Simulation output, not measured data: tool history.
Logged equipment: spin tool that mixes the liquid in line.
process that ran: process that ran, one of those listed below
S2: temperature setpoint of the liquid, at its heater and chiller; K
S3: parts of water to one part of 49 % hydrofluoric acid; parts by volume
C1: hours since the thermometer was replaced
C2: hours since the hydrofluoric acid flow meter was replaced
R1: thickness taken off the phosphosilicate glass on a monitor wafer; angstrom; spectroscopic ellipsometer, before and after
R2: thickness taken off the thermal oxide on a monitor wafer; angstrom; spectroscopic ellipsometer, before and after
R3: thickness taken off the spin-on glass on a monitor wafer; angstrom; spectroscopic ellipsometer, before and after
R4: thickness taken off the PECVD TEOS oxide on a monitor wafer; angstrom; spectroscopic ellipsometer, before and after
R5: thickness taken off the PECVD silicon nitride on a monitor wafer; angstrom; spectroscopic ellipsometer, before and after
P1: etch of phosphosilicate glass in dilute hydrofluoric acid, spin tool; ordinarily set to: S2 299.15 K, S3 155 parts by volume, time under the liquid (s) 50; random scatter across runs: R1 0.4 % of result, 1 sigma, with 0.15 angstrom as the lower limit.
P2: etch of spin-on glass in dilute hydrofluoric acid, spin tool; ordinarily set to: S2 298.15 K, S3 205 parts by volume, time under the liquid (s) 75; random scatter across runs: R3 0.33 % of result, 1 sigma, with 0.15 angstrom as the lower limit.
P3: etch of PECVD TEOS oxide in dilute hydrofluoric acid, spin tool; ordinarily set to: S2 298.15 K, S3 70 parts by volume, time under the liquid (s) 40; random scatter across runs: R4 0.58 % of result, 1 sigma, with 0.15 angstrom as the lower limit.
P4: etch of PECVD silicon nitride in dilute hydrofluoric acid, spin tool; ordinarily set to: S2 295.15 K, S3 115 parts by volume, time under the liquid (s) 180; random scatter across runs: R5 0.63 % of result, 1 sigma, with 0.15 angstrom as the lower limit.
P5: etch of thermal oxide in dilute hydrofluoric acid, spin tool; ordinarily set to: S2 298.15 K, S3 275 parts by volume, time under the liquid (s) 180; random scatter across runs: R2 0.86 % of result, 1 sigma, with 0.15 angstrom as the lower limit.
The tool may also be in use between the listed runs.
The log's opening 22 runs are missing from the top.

Run 23, hour 117.6: process that ran P2, S2 298.15 K, S3 205 parts by volume, time under the liquid (s) 140; C1 760.7; C2 423.1. Result: R3 237.120 angstrom.
Run 24, hour 121.4: process that ran P3, S2 298.15 K, S3 70 parts by volume, time under the liquid (s) 40; C1 764.5; C2 426.9. Result: R4 87.827 angstrom.
Run 25, hour 128.1: process that ran P1, S2 299.15 K, S3 155 parts by volume, time under the liquid (s) 20; C1 771.2; C2 433.6. Result: R1 224.30 angstrom.
Run 26, hour 132.7: process that ran P2, S2 298.15 K, S3 205 parts by volume, time under the liquid (s) 75; C1 775.8; C2 438.2. Result: R3 127.080 angstrom.
Run 27, hour 137.0: process that ran P1, S2 299.15 K, S3 255 parts by volume, time under the liquid (s) 50; C1 780.1; C2 442.5. Result: R1 305.49 angstrom.
Run 28, hour 142.2: process that ran P1, S2 293.15 K, S3 155 parts by volume, time under the liquid (s) 100; C1 785.3; C2 447.7. Result: R1 894.60 angstrom.
Run 29, hour 147.9: process that ran P4, S2 295.15 K, S3 115 parts by volume, time under the liquid (s) 180; C1 791.0; C2 453.4. Result: R5 41.6970 angstrom.
Run 30, hour 151.2: process that ran P1, S2 299.15 K, S3 155 parts by volume, time under the liquid (s) 50; C1 794.3; C2 456.7. Result: R1 562.81 angstrom.
Run 31, hour 157.4: process that ran P3, S2 303.65 K, S3 70 parts by volume, time under the liquid (s) 40; C1 800.5; C2 462.9. Result: R4 108.410 angstrom.
Run 32, hour 163.2: process that ran P1, S2 299.15 K, S3 155 parts by volume, time under the liquid (s) 50; C1 806.3; C2 468.7. Result: R1 561.06 angstrom.
Run 33, hour 167.1: process that ran P1, S2 299.15 K, S3 155 parts by volume, time under the liquid (s) 50; C1 810.2; C2 472.6. Result: R1 571.80 angstrom.
Run 34, hour 173.0: process that ran P1, S2 299.15 K, S3 155 parts by volume, time under the liquid (s) 50; C1 816.1; C2 478.5. Result: R1 578.93 angstrom.
Run 35, hour 179.2: process that ran P1, S2 299.15 K, S3 155 parts by volume, time under the liquid (s) 50; C1 822.3; C2 484.7. Result: R1 586.30 angstrom.
Run 36, hour 185.7: process that ran P1, S2 299.15 K, S3 155 parts by volume, time under the liquid (s) 50; C1 828.8; C2 491.2. Result: R1 591.64 angstrom.
Run 37, hour 190.7: process that ran P1, S2 299.15 K, S3 155 parts by volume, time under the liquid (s) 50; C1 833.8; C2 496.2. Result: R1 589.87 angstrom.

Run 38 is up next; what results do you expect?
Run 38, hour 196.9: process that ran P1, S2 299.15 K, S3 155 parts by volume, time under the liquid (s) 50; C1 840.0; C2 502.4. Result: R1 ?.

R1: 589.68 angstrom
